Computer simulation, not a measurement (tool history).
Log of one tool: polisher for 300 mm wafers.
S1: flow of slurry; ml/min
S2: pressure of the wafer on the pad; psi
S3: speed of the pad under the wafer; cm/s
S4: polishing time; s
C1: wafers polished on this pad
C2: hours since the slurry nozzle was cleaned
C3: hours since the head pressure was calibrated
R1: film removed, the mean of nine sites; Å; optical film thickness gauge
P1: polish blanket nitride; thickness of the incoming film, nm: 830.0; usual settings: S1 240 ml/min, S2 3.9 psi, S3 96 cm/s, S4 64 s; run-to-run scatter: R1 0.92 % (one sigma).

| run | hour | S1 | S2 | S3 | S4 | C1 | C2 | C3 | R1 |
|---|---|---|---|---|---|---|---|---|---|
| 1 | 7.1 | 240 | 3.9 | 96 | 64 | 528 | 391.5 | 661.6 | 1197.1 |
| 2 | 13.8 | 240 | 6.1 | 96 | 64 | 602 | 398.2 | 668.3 | 1892.5 |
| 3 | 20.7 | 240 | 3.9 | 96 | 42 | 679 | 405.1 | 675.2 | 789.52 |
| 4 | 26.3 | 240 | 3.9 | 96 | 87 | 742 | 410.7 | 680.8 | 1611.3 |
| 5 | 31.6 | 240 | 3.9 | 96 | 64 | 801 | 416 | 686.1 | 1197.3 |
| 6 | 37.3 | 145 | 3.9 | 46 | 64 | 864 | 421.7 | 691.8 | 617.52 |
|  | 39.3 | worn pad replaced by a new one |
| 7 | 45.1 | 240 | 3.9 | 150 | 64 | 65 | 429.5 | 699.6 | 1696 |
|  | 49.9 | slurry nozzle cleaned |
| 8 | 50.8 | 240 | 3.9 | 44 | 64 | 128 | 1 | 705.3 | 631.41 |
| 9 | 58 | 240 | 2.5 | 96 | 64 | 209 | 8.2 | 712.5 | 768.74 |
| 10 | 65.4 | 365 | 3.9 | 96 | 64 | 291 | 15.6 | 719.9 | 1251 |
| 11 | 70.1 | 145 | 3.9 | 96 | 64 | 343 | 20.3 | 724.6 | 1096.2 |
| 12 | 74.3 | 240 | 3.9 | 96 | 64 | 390 | 24.5 | 728.8 | 1209.4 |
| 13 | 79.5 | 240 | 3.9 | 96 | 64 | 448 | 29.7 | 734 | 1207.4 |
| 14 | 84.6 | 240 | 3.9 | 96 | 64 | 505 | 34.8 | 739.1 | 1188.3 |
| 15 | 90.1 | 240 | 3.9 | 96 | 64 | 566 | 40.3 | 744.6 | 1204.6 |
| 16 | 97.9 | 240 | 3.9 | 96 | 64 | 653 | 48.1 | 752.4 | 1159.2 |
| 17 | 102.4 | 240 | 3.9 | 96 | 64 | 703 | 52.6 | 756.9 | 1164.4 |
| 18 | 107.7 | 240 | 3.9 | 96 | 64 | 762 | 57.9 | 762.2 | 1150.5 |
|  | 108.9 | worn pad replaced by a new one |
| 19 | 114.8 | 240 | 3.9 | 96 | 64 | 66 | 65 | 769.3 | 1154.6 |
| 20 | 121 | 240 | 3.9 | 96 | 64 | 135 | 71.2 | 775.5 | 1131.8 |
| 21 | 127.8 | 240 | 3.9 | 96 | 64 | 211 | 78 | 782.3 | 1133.8 |
| 22 | 133.5 | 240 | 3.9 | 96 | 64 | 275 | 83.7 | 788 | 1138.9 |
| 23 | 140.3 | 240 | 3.9 | 96 | 64 | 350 | 90.5 | 794.8 | 1134.6 |
| 24 | 148.5 | 240 | 3.9 | 96 | 64 | 442 | 98.7 | 803 | 1153.9 |
| 25 | 153.2 | 240 | 3.9 | 96 | 64 | 494 | 103.4 | 807.7 | 1132.7 |

What P1 gives has crept away from where it was. These 2 causes fit the log equally well, each at the size given:
A: head's pressure below its setpoint, % = 5.42
B: slurry flow missing at the pad, % = 33.6
The creep began at about hour 84.6.
Why every other cause is out:
removal rate lost through wear of the pad, %: serviced at hour 108.9, which brought nothing back

4 check runs are offered, each on 5 wafers whose results are averaged, their results left as question marks. Which one tells the causes apart?
| check 1 | 157.9 | 240 | 3.9 | 148 | 64 |  |  |  | ? |
| check 2 | 157.9 | 145 | 3.9 | 62 | 64 |  |  |  | ? |
| check 3 | 157.9 | 240 | 3.9 | 44 | 64 |  |  |  | ? |
| check 4 | 157.9 | 240 | 5.8 | 96 | 64 |  |  |  | ? |

What each check would give under each cause:
| check | result | if A | if B |
|---|---|---|---|
| check 1 | R1 | 1601.9 | 1602.1 |
| check 2 | R1 | 743.32 | 719.45 |
| check 3 | R1 | 606.98 | 607.06 |
| check 4 | R1 | 1685 | 1685.2 |
How far apart the two closest causes lie, in the result that separates them most: check 1 0.01 %; check 2 3.26 %; check 3 0.01 %; check 4 0.01 %
Only check 2 tells the causes apart: in the others they would give nearly the same result.

Check 2 was then run and gave: R1 718.39 Å. Which cause is it?

It is B: slurry flow missing at the pad, %.
